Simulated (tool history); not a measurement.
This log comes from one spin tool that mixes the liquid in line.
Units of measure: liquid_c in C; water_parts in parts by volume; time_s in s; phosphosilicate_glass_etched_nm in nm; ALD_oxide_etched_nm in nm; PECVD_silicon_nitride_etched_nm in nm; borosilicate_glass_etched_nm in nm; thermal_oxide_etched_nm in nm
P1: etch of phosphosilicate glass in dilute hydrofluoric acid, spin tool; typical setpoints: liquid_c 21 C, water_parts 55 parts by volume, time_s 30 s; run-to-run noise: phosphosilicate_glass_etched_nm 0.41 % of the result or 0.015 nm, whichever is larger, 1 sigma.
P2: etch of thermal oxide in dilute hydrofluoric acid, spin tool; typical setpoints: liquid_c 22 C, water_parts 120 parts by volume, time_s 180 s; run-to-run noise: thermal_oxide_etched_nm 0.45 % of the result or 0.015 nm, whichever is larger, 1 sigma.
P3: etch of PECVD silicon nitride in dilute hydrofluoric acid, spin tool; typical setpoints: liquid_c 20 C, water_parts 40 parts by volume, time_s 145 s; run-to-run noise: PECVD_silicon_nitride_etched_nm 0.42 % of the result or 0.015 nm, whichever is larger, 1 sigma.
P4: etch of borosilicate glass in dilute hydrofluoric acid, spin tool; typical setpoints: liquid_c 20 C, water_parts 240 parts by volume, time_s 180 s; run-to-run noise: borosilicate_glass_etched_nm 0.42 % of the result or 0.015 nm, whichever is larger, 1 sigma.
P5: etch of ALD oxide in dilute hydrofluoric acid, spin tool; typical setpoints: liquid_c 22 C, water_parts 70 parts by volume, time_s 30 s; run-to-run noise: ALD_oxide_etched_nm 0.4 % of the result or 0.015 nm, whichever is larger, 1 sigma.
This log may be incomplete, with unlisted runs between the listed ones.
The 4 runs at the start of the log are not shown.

run	hour	process	liquid_c	water_parts	time_s	hours since the thermometer was replaced	hours since the hydrofluoric acid flow meter was replaced	phosphosilicate_glass_etched_nm	ALD_oxide_etched_nm	PECVD_silicon_nitride_etched_nm	borosilicate_glass_etched_nm	thermal_oxide_etched_nm
5	35.7	P1	21	75	15	1342.7	417.4	32.093				
6	41.9	P3	20	40	145	1348.9	423.6			14.993		
7	51.4	P4	20	80	180	1358.4	433.1				43.736	
8	61.5	P1	21	55	30	1368.5	443.2	89.139				
9	66.4	P1	21	55	30	1373.4	448.1	90.245				
10	77.2	P2	22	20	180	1384.2	458.9					43.874
11	82.8	P2	17	120	180	1389.8	464.5					5.2551
12	91.3	P3	17	40	145	1398.3	473			12.168		
13	98.8	P1	25.5	55	30	1405.8	480.5	107.46				
14	106.3	P5	18.5	70	30	1413.3	488		5.6122			
15	112.3	P1	17	55	30	1419.3	494	75.462				
# hour 114.7: hydrofluoric acid flow meter replaced
16	122.2	P1	21	55	30	1429.2	7.6	90.142				
17	128.6	P3	20	40	145	1435.6	14			14.997		
18	139.2	P3	20	70	145	1446.2	24.6			8.6841		
19	149.8	P1	21	55	30	1456.8	35.2	89.073				
20	154.8	P4	20	240	180	1461.8	40.2				12.332	
21	160.3	P2	22	120	280	1467.3	45.7					10.168
22	165.9	P4	20	240	30	1472.9	51.3				2.0545	
23	174.9	P5	22	120	30	1481.9	60.3		3.5574			
24	184.9	P1	21	55	45	1491.9	70.3	133.47				
25	195.4	P2	22	120	180	1502.4	80.8					6.4895
26	205.7	P3	20	40	15	1512.7	91.1			1.5421		

Run 27 comes next. What will it give?
27	215.6	P1	21	55	15	1522.6	101	?				

phosphosilicate_glass_etched_nm: 44.716 nm
